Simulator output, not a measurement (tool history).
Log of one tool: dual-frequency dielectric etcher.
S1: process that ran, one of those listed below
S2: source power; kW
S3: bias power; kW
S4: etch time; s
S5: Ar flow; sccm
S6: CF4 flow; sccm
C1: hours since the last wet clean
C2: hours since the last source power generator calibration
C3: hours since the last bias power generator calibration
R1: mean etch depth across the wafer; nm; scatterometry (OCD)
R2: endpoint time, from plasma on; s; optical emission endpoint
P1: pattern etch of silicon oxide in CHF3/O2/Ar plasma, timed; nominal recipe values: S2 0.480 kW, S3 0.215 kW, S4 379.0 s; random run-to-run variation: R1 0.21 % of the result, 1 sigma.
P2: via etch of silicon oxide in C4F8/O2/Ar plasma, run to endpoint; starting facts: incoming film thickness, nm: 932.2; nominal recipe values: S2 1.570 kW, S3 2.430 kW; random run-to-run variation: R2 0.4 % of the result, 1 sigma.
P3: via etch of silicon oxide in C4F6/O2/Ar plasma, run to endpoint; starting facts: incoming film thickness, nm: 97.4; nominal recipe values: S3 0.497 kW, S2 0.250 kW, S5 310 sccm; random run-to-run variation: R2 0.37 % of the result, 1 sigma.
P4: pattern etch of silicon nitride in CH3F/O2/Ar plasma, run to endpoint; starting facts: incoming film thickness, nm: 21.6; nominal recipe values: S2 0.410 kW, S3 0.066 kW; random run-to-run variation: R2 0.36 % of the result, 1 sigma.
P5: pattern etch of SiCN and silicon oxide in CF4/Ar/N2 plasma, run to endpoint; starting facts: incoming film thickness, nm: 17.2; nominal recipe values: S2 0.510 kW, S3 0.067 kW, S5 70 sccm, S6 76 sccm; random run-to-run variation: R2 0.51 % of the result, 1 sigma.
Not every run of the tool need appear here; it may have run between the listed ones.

run   hour  S1     S2     S3     S4   S5   S6     C1      C2      C3      R1       R2
  1    4.7  P1  0.480  0.215  379.0            176.0  1402.8  2150.3  736.24
  2    8.3  P2  1.570  2.903                   179.6  1406.4  2153.9          180.780
  3   14.2  P1  0.480  0.215  235.0            185.5  1412.3  2159.8  457.46
  4   19.8  P3  0.250  0.497         310       191.1  1417.9  2165.4           25.316
  5   23.2  P5  0.510  0.067          70  105  194.5  1421.3  2168.8           17.022
  6   26.3  P2  1.570  2.430                   197.6  1424.4  2171.9          189.680
  7   31.9  P5  0.510  0.093          70   76  203.2  1430.0  2177.5           15.984
  8   34.7  P3  0.250  0.497         310       206.0  1432.8  2180.3           25.315
  9   37.5  P1  0.480  0.215  471.0            208.8  1435.6  2183.1  913.84
 10   42.3  P1  0.600  0.272  379.0            213.6  1440.4  2187.9  866.58
 11   46.0  P5  0.510  0.067          70   76  217.3  1444.1  2191.6           17.684
 12   50.6  P1  0.480  0.148  502.5            221.9  1448.7  2196.2  857.13
 13   56.2  P1  0.620  0.154  379.0            227.5  1454.3  2201.8  721.53
 14   61.0  P3  0.330  0.497         310       232.3  1459.1  2206.6           22.826
 15   66.1  P1  0.480  0.215  379.0            237.4  1464.2  2211.7  733.58
 16   70.6  P1  0.480  0.261  379.0            241.9  1468.7  2216.2  786.69
 17   75.5  P1  0.600  0.215  379.0            246.8  1473.6  2221.1  799.05
 18   78.9  P4  0.410  0.066                   250.2  1477.0  2224.5           32.973
 19   83.2  P4  0.410  0.088                   254.5  1481.3  2228.8           30.007
 20   86.7  P3  0.250  0.497         368       258.0  1484.8  2232.3           25.533
 21   91.0  P5  0.510  0.067          53   76  262.3  1489.1  2236.6           17.256
 22   96.1  P4  0.410  0.066                   267.4  1494.2  2241.7           32.788
 23   99.8  P2  2.140  2.430                   271.1  1497.9  2245.4          169.240
 24  103.3  P5  0.370  0.067          70   76  274.6  1501.4  2248.9           23.665
 25  109.4  P4  0.280  0.066                   280.7  1507.5  2255.0           38.238
 26  114.1  P2  1.570  2.430                   285.4  1512.2  2259.7          190.300
 27  117.1  P3  0.250  0.326         310       288.4  1515.2  2262.7           29.591
 28  121.8  P1  0.360  0.215  379.0            293.1  1519.9  2267.4  658.06
 29  125.2  P1  0.480  0.215  379.0            296.5  1523.3  2270.8  731.36
 30  131.3  P1  0.480  0.215  379.0            302.6  1529.4  2276.9  734.69
 31  136.6  P5  0.510  0.067          70   76  307.9  1534.7  2282.2           17.727
 32  139.4  P1  0.480  0.215  379.0            310.7  1537.5  2285.0  735.02
 33  142.3  P1  0.480  0.157  379.0            313.6  1540.4  2287.9  659.46
 34  146.1  P1  0.480  0.215  379.0            317.4  1544.2  2291.7  734.03
 35  151.6  P1  0.480  0.215  379.0            322.9  1549.7  2297.2  731.33
 36  156.7  P1  0.480  0.215  379.0            328.0  1554.8  2302.3  728.91
 37  159.8  P1  0.480  0.215  379.0            331.1  1557.9  2305.4  728.91
 38  165.4  P1  0.480  0.215  379.0            336.7  1563.5  2311.0  728.16
     168.7  -- wet clean of the chamber
 39  170.9  P1  0.480  0.215  379.0              2.2  1569.0  2316.5  728.10
 40  174.1  P1  0.480  0.215  379.0              5.4  1572.2  2319.7  728.19
 41  179.3  P1  0.480  0.215  379.0             10.6  1577.4  2324.9  725.26
 42  185.4  P1  0.480  0.215  379.0             16.7  1583.5  2331.0  722.69
 43  191.2  P1  0.480  0.215  379.0             22.5  1589.3  2336.8  725.16
 44  197.0  P1  0.480  0.215  379.0             28.3  1595.1  2342.6  725.43
 45  200.7  P1  0.480  0.215  379.0             32.0  1598.8  2346.3  726.40

What P1 gives has crept away from where it was. These 2 causes fit the log equally well, each at the size given:
A: source power that arrives under what is set, % = 3.44
B: bias power that arrives under what is set, % = 3.68
The creep began at about hour 146.1.
Each remaining cause and why it is not a fit:
chamber walls in a state that lowers the etch rate, %: serviced at hour 168.7, which brought nothing back

Of the 4 check runs below, each run on 3 wafers with the results averaged and each result still a question mark, which one would tell the listed causes apart?
check 1  204.4  P5  0.510  0.067       55  96                   ?
check 2  204.4  P3  0.320  0.497      310                       ?
check 3  204.4  P2  1.790  2.430                                ?
check 4  204.4  P4  0.410  0.086                                ?

Check results expected under each cause:
  check  result     if A     if B
check 1      R2   17.345   16.992
check 2      R2   23.335   23.364
check 3      R2  183.800  183.330
check 4      R2   30.560   30.564
Distance between the nearest two causes, measured in the result of the check that separates them most: check 1 2.06 %; check 2 0.13 %; check 3 0.26 %; check 4 0.01 %
Check 1 tells the causes apart: in the others they would give nearly the same result.

Then check 1 was run and gave: R2 17.353 s. Which cause is it?

It was cause A: source power that arrives under what is set, %.
